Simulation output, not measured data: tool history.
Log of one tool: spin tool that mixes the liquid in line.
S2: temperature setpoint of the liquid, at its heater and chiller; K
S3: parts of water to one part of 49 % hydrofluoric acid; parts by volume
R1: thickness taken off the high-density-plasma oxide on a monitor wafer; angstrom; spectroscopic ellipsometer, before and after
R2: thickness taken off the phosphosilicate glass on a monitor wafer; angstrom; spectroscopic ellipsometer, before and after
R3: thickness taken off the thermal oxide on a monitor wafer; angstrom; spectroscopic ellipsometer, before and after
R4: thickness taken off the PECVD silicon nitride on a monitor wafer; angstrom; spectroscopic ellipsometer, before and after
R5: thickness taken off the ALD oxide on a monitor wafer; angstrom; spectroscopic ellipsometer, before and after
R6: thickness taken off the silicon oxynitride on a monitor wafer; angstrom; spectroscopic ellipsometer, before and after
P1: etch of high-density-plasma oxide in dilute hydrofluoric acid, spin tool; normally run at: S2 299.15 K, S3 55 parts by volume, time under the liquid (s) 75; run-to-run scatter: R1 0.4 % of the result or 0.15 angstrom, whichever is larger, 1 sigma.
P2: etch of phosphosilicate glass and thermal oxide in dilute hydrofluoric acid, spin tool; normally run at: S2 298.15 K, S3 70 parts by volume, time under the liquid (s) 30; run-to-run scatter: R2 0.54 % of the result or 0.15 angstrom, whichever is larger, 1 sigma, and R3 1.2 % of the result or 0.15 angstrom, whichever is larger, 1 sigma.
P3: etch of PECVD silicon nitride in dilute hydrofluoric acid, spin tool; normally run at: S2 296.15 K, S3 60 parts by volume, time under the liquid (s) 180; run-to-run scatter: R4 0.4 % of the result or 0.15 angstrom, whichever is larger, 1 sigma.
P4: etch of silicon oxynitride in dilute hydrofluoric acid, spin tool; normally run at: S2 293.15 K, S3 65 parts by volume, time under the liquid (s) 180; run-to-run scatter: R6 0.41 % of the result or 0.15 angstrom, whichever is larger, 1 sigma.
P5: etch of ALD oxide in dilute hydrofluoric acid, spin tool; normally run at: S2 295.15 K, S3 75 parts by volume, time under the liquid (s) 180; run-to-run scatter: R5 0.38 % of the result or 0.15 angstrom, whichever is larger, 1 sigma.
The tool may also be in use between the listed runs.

Run 1, hour 12.6: process that ran P1, S2 299.15 K, S3 55 parts by volume, time under the liquid (s) 75. Result: R1 80.452 angstrom.
Run 2, hour 22.5: process that ran P2, S2 298.15 K, S3 20 parts by volume, time under the liquid (s) 30. Result: R2 1231.8 angstrom, R3 84.371 angstrom.
Run 3, hour 36.8: process that ran P1, S2 299.15 K, S3 85 parts by volume, time under the liquid (s) 75. Result: R1 49.978 angstrom.
Run 4, hour 47.4: process that ran P2, S2 293.65 K, S3 70 parts by volume, time under the liquid (s) 30. Result: R2 270.39 angstrom, R3 18.556 angstrom.
Run 5, hour 64: process that ran P3, S2 296.15 K, S3 60 parts by volume, time under the liquid (s) 285. Result: R4 219.42 angstrom.
Run 6, hour 74.7: process that ran P2, S2 298.15 K, S3 70 parts by volume, time under the liquid (s) 30. Result: R2 323.94 angstrom, R3 22.44 angstrom.
Run 7, hour 84.9: process that ran P5, S2 295.15 K, S3 75 parts by volume, time under the liquid (s) 180. Result: R5 322.86 angstrom.
Run 8, hour 97.1: process that ran P1, S2 299.15 K, S3 30 parts by volume, time under the liquid (s) 125. Result: R1 255.7 angstrom.
Run 9, hour 107: process that ran P1, S2 299.15 K, S3 55 parts by volume, time under the liquid (s) 75. Result: R1 80.615 angstrom.
Run 10, hour 123.4: process that ran P4, S2 293.15 K, S3 95 parts by volume, time under the liquid (s) 180. Result: R6 36.257 angstrom.
Run 11, hour 133.7: process that ran P5, S2 295.15 K, S3 135 parts by volume, time under the liquid (s) 180. Result: R5 167.87 angstrom.
Run 12, hour 147.8: process that ran P1, S2 299.15 K, S3 55 parts by volume, time under the liquid (s) 75. Result: R1 80.593 angstrom.
Run 13, hour 156.4: process that ran P3, S2 296.15 K, S3 60 parts by volume, time under the liquid (s) 180. Result: R4 138.72 angstrom.
Run 14, hour 167.5: process that ran P3, S2 301.15 K, S3 60 parts by volume, time under the liquid (s) 180. Result: R4 191.39 angstrom.
Run 15, hour 175: process that ran P5, S2 301.65 K, S3 75 parts by volume, time under the liquid (s) 180. Result: R5 420.51 angstrom.
Run 16, hour 188: process that ran P1, S2 305.15 K, S3 20 parts by volume, time under the liquid (s) 75. Result: R1 296.89 angstrom.
Run 17, hour 196.2: process that ran P1, S2 299.15 K, S3 30 parts by volume, time under the liquid (s) 75. Result: R1 152.66 angstrom.
Run 18, hour 203.9: process that ran P5, S2 295.15 K, S3 75 parts by volume, time under the liquid (s) 260. Result: R5 467.65 angstrom.
Run 19, hour 211.4: process that ran P4, S2 293.15 K, S3 65 parts by volume, time under the liquid (s) 180. Result: R6 54.417 angstrom.
Run 20, hour 221.4: process that ran P1, S2 299.15 K, S3 55 parts by volume, time under the liquid (s) 75. Result: R1 79.673 angstrom.
Run 21, hour 236.6: process that ran P1, S2 299.15 K, S3 55 parts by volume, time under the liquid (s) 75. Result: R1 80.694 angstrom.
Run 22, hour 250.6: process that ran P4, S2 293.15 K, S3 65 parts by volume, time under the liquid (s) 305. Result: R6 92.142 angstrom.
Run 23, hour 264.7: process that ran P1, S2 303.65 K, S3 55 parts by volume, time under the liquid (s) 75. Result: R1 96.055 angstrom.
Run 24, hour 272.8: process that ran P1, S2 299.15 K, S3 55 parts by volume, time under the liquid (s) 135. Result: R1 146.17 angstrom.
Run 25, hour 285.3: process that ran P5, S2 295.15 K, S3 75 parts by volume, time under the liquid (s) 180. Result: R5 323.35 angstrom.
Run 26, hour 296: process that ran P1, S2 299.15 K, S3 55 parts by volume, time under the liquid (s) 40. Result: R1 43.107 angstrom.
Run 27, hour 304.4: process that ran P3, S2 296.15 K, S3 85 parts by volume, time under the liquid (s) 180. Result: R4 97.937 angstrom.
Run 28, hour 314.8: process that ran P2, S2 298.15 K, S3 70 parts by volume, time under the liquid (s) 55. Result: R2 597.02 angstrom, R3 40.251 angstrom.
Run 29, hour 330.2: process that ran P4, S2 293.15 K, S3 65 parts by volume, time under the liquid (s) 180. Result: R6 54.484 angstrom.
Run 30, hour 339.3: process that ran P1, S2 295.15 K, S3 55 parts by volume, time under the liquid (s) 75. Result: R1 68.03 angstrom.
Run 31, hour 352.4: process that ran P4, S2 300.15 K, S3 65 parts by volume, time under the liquid (s) 180. Result: R6 76.696 angstrom.
Run 32, hour 369.6: process that ran P1, S2 299.15 K, S3 55 parts by volume, time under the liquid (s) 75. Result: R1 80.134 angstrom.
Run 33, hour 386.6: process that ran P1, S2 299.15 K, S3 55 parts by volume, time under the liquid (s) 75. Result: R1 82.486 angstrom.
Run 34, hour 397.7: process that ran P1, S2 299.15 K, S3 55 parts by volume, time under the liquid (s) 75. Result: R1 83.086 angstrom.
Run 35, hour 407: process that ran P1, S2 299.15 K, S3 55 parts by volume, time under the liquid (s) 75. Result: R1 84.485 angstrom.
Run 36, hour 423.1: process that ran P1, S2 299.15 K, S3 55 parts by volume, time under the liquid (s) 75. Result: R1 84.119 angstrom.
Run 37, hour 438.3: process that ran P1, S2 299.15 K, S3 55 parts by volume, time under the liquid (s) 75. Result: R1 84.23 angstrom.
Run 38, hour 447: process that ran P1, S2 299.15 K, S3 55 parts by volume, time under the liquid (s) 75. Result: R1 84.679 angstrom.
Run 39, hour 458.9: process that ran P1, S2 299.15 K, S3 55 parts by volume, time under the liquid (s) 75. Result: R1 85.386 angstrom.
Run 40, hour 471.6: process that ran P1, S2 299.15 K, S3 55 parts by volume, time under the liquid (s) 75. Result: R1 84.504 angstrom.
Run 41, hour 484.5: process that ran P1, S2 299.15 K, S3 55 parts by volume, time under the liquid (s) 75. Result: R1 84.888 angstrom.

What P1 gives has crept away from where it was. These 2 causes fit the log equally well, each at the size given:
A: hydrofluoric acid flow above the setpoint (%) = 5.62
B: liquid hotter than its thermometer reads (K) = 1.47
The creep began at about hour 369.6.

4 check runs are offered, one wafer each, their results left as question marks. Which one tells the causes apart?
Run check 1, hour 497.4: process that ran P3, S2 300.65 K, S3 80 parts by volume, time under the liquid (s) 180. Result: R4 ?.
Run check 2, hour 497.4: process that ran P4, S2 299.65 K, S3 65 parts by volume, time under the liquid (s) 180. Result: R6 ?.
Run check 3, hour 497.4: process that ran P2, S2 293.65 K, S3 40 parts by volume, time under the liquid (s) 30. Result: R2 ?, R3 ?.
Run check 4, hour 497.4: process that ran P5, S2 301.15 K, S3 75 parts by volume, time under the liquid (s) 180. Result: R5 ?.

What each check would give under each cause:
  check  result    if A    if B
check 1      R4  148.12  154.19
check 2      R6  79.342  80.242
check 3      R2   518.9  521.48
check 3      R3  35.792   35.97
check 4      R5  437.21  435.76
How far apart the two closest causes lie, in the result that separates them most: check 1 4.02 %; check 2 1.13 %; check 3 0.5 %; check 4 0.33 %
Check 1 tells the causes apart: in the others they would give nearly the same result.

Check 1 was then run and gave: R4 152.96 angstrom. Which cause is it?

It is B: liquid hotter than its thermometer reads (K).
